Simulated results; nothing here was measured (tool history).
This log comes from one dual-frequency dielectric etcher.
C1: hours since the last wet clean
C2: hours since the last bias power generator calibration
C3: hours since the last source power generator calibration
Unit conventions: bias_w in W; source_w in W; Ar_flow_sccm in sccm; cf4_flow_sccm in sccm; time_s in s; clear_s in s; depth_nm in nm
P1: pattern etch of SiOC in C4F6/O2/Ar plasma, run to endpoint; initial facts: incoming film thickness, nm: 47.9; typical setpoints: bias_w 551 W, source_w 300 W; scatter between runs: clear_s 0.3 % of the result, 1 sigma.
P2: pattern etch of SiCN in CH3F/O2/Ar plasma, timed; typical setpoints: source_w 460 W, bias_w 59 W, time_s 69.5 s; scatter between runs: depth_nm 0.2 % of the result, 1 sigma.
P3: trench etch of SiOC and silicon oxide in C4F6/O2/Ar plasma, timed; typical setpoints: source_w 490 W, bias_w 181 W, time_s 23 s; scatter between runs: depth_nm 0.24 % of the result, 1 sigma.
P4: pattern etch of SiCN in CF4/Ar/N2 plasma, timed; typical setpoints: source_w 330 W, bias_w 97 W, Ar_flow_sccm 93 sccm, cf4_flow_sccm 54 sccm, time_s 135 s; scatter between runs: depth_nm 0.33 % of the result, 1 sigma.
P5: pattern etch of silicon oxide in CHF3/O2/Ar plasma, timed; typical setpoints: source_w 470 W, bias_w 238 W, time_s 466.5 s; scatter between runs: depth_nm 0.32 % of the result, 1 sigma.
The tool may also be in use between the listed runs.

Run 1, day 0.2: process P1, bias_w 551 W, source_w 300 W; C1 71; C2 1124.1; C3 382.1. Result: clear_s 16.768 s.
Run 2, day 0.567: process P1, bias_w 341 W, source_w 390 W; C1 79.8; C2 1132.9; C3 390.9. Result: clear_s 18.145 s.
Run 3, day 0.829: process P4, bias_w 97 W, source_w 330 W, Ar_flow_sccm 93 sccm, cf4_flow_sccm 54 sccm, time_s 135 s; C1 86.1; C2 1139.2; C3 397.2. Result: depth_nm 97.08 nm.
Run 4, day 1.104: process P1, bias_w 326 W, source_w 300 W; C1 92.7; C2 1145.8; C3 403.8. Result: clear_s 20.27 s.
Run 5, day 1.525: process P1, bias_w 551 W, source_w 300 W; C1 102.8; C2 1155.9; C3 413.9. Result: clear_s 16.752 s.
Run 6, day 1.721: process P3, bias_w 181 W, source_w 490 W, time_s 23 s; C1 107.5; C2 1160.6; C3 418.6. Result: depth_nm 47.73 nm.
Run 7, day 2.158: process P1, bias_w 551 W, source_w 300 W; C1 118; C2 1171.1; C3 429.1. Result: clear_s 16.682 s.
Run 8, day 2.542: process P5, bias_w 238 W, source_w 470 W, time_s 466.5 s; C1 127.2; C2 1180.3; C3 438.3. Result: depth_nm 931.86 nm.
Run 9, day 2.904: process P1, bias_w 551 W, source_w 300 W; C1 135.9; C2 1189; C3 447. Result: clear_s 16.793 s.
Run 10, day 3.104: process P1, bias_w 551 W, source_w 300 W; C1 140.7; C2 1193.8; C3 451.8. Result: clear_s 16.709 s.
Run 11, day 3.375: process P1, bias_w 551 W, source_w 390 W; C1 147.2; C2 1200.3; C3 458.3. Result: clear_s 15.132 s.
At day 3.525: wet clean of the chamber.
Run 12, day 3.758: process P1, bias_w 420 W, source_w 370 W; C1 5.6; C2 1209.5; C3 467.5. Result: clear_s 17.116 s.
Run 13, day 4.183: process P1, bias_w 356 W, source_w 350 W; C1 15.8; C2 1219.7; C3 477.7. Result: clear_s 18.514 s.
Run 14, day 4.612: process P2, bias_w 59 W, source_w 460 W, time_s 87 s; C1 26.1; C2 1230; C3 488. Result: depth_nm 32.384 nm.
Run 15, day 4.833: process P5, bias_w 238 W, source_w 470 W, time_s 466.5 s; C1 31.4; C2 1235.3; C3 493.3. Result: depth_nm 923.64 nm.
Run 16, day 5.246: process P4, bias_w 97 W, source_w 390 W, Ar_flow_sccm 93 sccm, cf4_flow_sccm 54 sccm, time_s 135 s; C1 41.3; C2 1245.2; C3 503.2. Result: depth_nm 112.18 nm.
Run 17, day 5.525: process P1, bias_w 551 W, source_w 230 W; C1 48; C2 1251.9; C3 509.9. Result: clear_s 18.386 s.
Run 18, day 5.85: process P1, bias_w 751 W, source_w 300 W; C1 55.8; C2 1259.7; C3 517.7. Result: clear_s 14.917 s.
Run 19, day 6.083: process P3, bias_w 181 W, source_w 490 W, time_s 17 s; C1 61.4; C2 1265.3; C3 523.3. Result: depth_nm 35.28 nm.
Run 20, day 6.5: process P2, bias_w 59 W, source_w 460 W, time_s 69.5 s; C1 71.4; C2 1275.3; C3 533.3. Result: depth_nm 25.726 nm.
Run 21, day 6.921: process P5, bias_w 238 W, source_w 360 W, time_s 466.5 s; C1 81.5; C2 1285.4; C3 543.4. Result: depth_nm 836.57 nm.
Run 22, day 7.171: process P4, bias_w 97 W, source_w 330 W, Ar_flow_sccm 93 sccm, cf4_flow_sccm 54 sccm, time_s 171.5 s; C1 87.5; C2 1291.4; C3 549.4. Result: depth_nm 122.88 nm.
Run 23, day 7.421: process P4, bias_w 97 W, source_w 330 W, Ar_flow_sccm 123 sccm, cf4_flow_sccm 54 sccm, time_s 135 s; C1 93.5; C2 1297.4; C3 555.4. Result: depth_nm 93.066 nm.
Run 24, day 7.717: process P1, bias_w 551 W, source_w 300 W; C1 100.6; C2 1304.5; C3 562.5. Result: clear_s 16.765 s.
Run 25, day 8.021: process P3, bias_w 181 W, source_w 490 W, time_s 23 s; C1 107.9; C2 1311.8; C3 569.8. Result: depth_nm 47.691 nm.
Run 26, day 8.454: process P4, bias_w 63 W, source_w 330 W, Ar_flow_sccm 93 sccm, cf4_flow_sccm 54 sccm, time_s 135 s; C1 118.3; C2 1322.2; C3 580.2. Result: depth_nm 82.622 nm.
Run 27, day 8.75: process P2, bias_w 59 W, source_w 560 W, time_s 69.5 s; C1 125.4; C2 1329.3; C3 587.3. Result: depth_nm 27.896 nm.
Run 28, day 9.012: process P5, bias_w 238 W, source_w 470 W, time_s 690 s; C1 131.7; C2 1335.6; C3 593.6. Result: depth_nm 1367.6 nm.

What does the tool deliver on the next run?
At day 9.338: bias power generator calibrated.
Run 29, day 9.454: process P3, bias_w 181 W, source_w 370 W, time_s 23 s; C1 142.3; C2 2.9; C3 604.2. Result: depth_nm ?.

{"run 29": {"depth_nm": 42.901}}

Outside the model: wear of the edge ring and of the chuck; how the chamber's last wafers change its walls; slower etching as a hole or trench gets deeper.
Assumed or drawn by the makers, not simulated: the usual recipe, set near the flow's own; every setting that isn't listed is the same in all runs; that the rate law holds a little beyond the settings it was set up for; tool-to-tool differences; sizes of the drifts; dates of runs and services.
